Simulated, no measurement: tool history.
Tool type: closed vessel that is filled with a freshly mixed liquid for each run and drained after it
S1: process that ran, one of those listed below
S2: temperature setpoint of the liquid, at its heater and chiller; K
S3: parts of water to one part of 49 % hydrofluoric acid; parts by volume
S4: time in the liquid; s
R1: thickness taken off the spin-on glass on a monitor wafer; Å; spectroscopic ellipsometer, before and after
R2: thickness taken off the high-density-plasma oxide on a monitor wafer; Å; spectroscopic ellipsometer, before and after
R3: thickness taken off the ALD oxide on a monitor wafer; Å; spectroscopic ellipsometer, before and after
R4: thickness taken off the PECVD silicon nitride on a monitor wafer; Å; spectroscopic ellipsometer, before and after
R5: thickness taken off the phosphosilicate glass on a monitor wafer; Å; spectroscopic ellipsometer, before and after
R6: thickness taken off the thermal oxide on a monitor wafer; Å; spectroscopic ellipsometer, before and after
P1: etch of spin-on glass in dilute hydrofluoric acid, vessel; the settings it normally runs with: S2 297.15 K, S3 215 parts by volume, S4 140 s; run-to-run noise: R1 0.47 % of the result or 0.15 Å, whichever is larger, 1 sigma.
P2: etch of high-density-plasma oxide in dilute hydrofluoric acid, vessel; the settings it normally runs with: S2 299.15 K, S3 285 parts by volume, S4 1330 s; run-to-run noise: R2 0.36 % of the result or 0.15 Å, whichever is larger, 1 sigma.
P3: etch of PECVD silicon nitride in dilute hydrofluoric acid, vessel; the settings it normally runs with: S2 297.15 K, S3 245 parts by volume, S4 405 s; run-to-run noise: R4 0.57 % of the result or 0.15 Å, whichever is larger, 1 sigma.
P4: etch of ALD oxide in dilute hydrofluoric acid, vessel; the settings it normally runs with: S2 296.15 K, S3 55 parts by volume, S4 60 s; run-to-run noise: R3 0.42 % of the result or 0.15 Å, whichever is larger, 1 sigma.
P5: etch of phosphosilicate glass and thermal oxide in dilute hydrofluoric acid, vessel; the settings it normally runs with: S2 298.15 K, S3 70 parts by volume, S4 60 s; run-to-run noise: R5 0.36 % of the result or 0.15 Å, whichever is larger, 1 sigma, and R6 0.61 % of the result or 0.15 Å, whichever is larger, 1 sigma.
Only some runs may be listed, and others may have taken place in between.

Run 1, day 0.258: S1 P1, S2 297.15 K, S3 215 parts by volume, S4 140 s. Result: R1 224.680 Å.
Run 2, day 0.492: S1 P2, S2 299.15 K, S3 285 parts by volume, S4 1330 s. Result: R2 209.120 Å.
Run 3, day 0.812: S1 P1, S2 297.15 K, S3 215 parts by volume, S4 55 s. Result: R1 88.454 Å.
Run 4, day 1.125: S1 P1, S2 303.65 K, S3 215 parts by volume, S4 140 s. Result: R1 279.870 Å.
Run 5, day 1.404: S1 P4, S2 296.15 K, S3 100 parts by volume, S4 60 s. Result: R3 108.31 Å.
Run 6, day 1.642: S1 P3, S2 290.15 K, S3 245 parts by volume, S4 405 s. Result: R4 59.874 Å.
Run 7, day 1.817: S1 P3, S2 297.15 K, S3 245 parts by volume, S4 725 s. Result: R4 166.480 Å.
Run 8, day 2.012: S1 P1, S2 304.15 K, S3 215 parts by volume, S4 40 s. Result: R1 81.665 Å.
Run 9, day 2.325: S1 P1, S2 302.15 K, S3 215 parts by volume, S4 30 s. Result: R1 57.267 Å.
Run 10, day 2.550: S1 P5, S2 305.65 K, S3 70 parts by volume, S4 60 s. Result: R5 2427.70 Å, R6 58.045 Å.
Run 11, day 2.812: S1 P4, S2 296.15 K, S3 55 parts by volume, S4 60 s. Result: R3 207.08 Å.
Run 12, day 3.004: S1 P2, S2 299.15 K, S3 285 parts by volume, S4 380 s. Result: R2 59.574 Å.
Run 13, day 3.262: S1 P1, S2 297.15 K, S3 215 parts by volume, S4 140 s. Result: R1 224.460 Å.
Run 14, day 3.488: S1 P5, S2 298.15 K, S3 70 parts by volume, S4 30 s. Result: R5 915.74 Å, R6 21.515 Å.
Run 15, day 3.767: S1 P3, S2 297.15 K, S3 245 parts by volume, S4 405 s. Result: R4 92.252 Å.
At day 3.850: hydrofluoric acid flow meter replaced.
Run 16, day 4.146: S1 P5, S2 298.15 K, S3 70 parts by volume, S4 60 s. Result: R5 1836.70 Å, R6 43.194 Å.
Run 17, day 4.408: S1 P2, S2 306.65 K, S3 285 parts by volume, S4 1330 s. Result: R2 266.970 Å.
Run 18, day 4.683: S1 P1, S2 297.15 K, S3 85 parts by volume, S4 140 s. Result: R1 652.130 Å.
Run 19, day 5.004: S1 P1, S2 297.15 K, S3 215 parts by volume, S4 140 s. Result: R1 223.500 Å.
Run 20, day 5.225: S1 P2, S2 299.15 K, S3 125 parts by volume, S4 1330 s. Result: R2 570.840 Å.
Run 21, day 5.508: S1 P5, S2 298.15 K, S3 30 parts by volume, S4 60 s. Result: R5 4505.50 Å, R6 107.920 Å.
Run 22, day 5.771: S1 P4, S2 296.15 K, S3 55 parts by volume, S4 60 s. Result: R3 209.72 Å.
Run 23, day 6.083: S1 P1, S2 297.15 K, S3 215 parts by volume, S4 220 s. Result: R1 348.450 Å.
Run 24, day 6.283: S1 P1, S2 297.15 K, S3 215 parts by volume, S4 140 s. Result: R1 224.770 Å.
Run 25, day 6.575: S1 P1, S2 297.15 K, S3 215 parts by volume, S4 140 s. Result: R1 223.940 Å.
Run 26, day 6.896: S1 P1, S2 291.15 K, S3 215 parts by volume, S4 140 s. Result: R1 179.900 Å.
Run 27, day 7.129: S1 P3, S2 297.15 K, S3 105 parts by volume, S4 405 s. Result: R4 214.340 Å.
Run 28, day 7.479: S1 P1, S2 297.15 K, S3 215 parts by volume, S4 140 s. Result: R1 222.250 Å.

The next listed run, before its measurement:
Run 29, day 7.758: S1 P1, S2 297.15 K, S3 300 parts by volume, S4 140 s. Result: R1 ?.

{"run 29": {"R1": 145.5}}
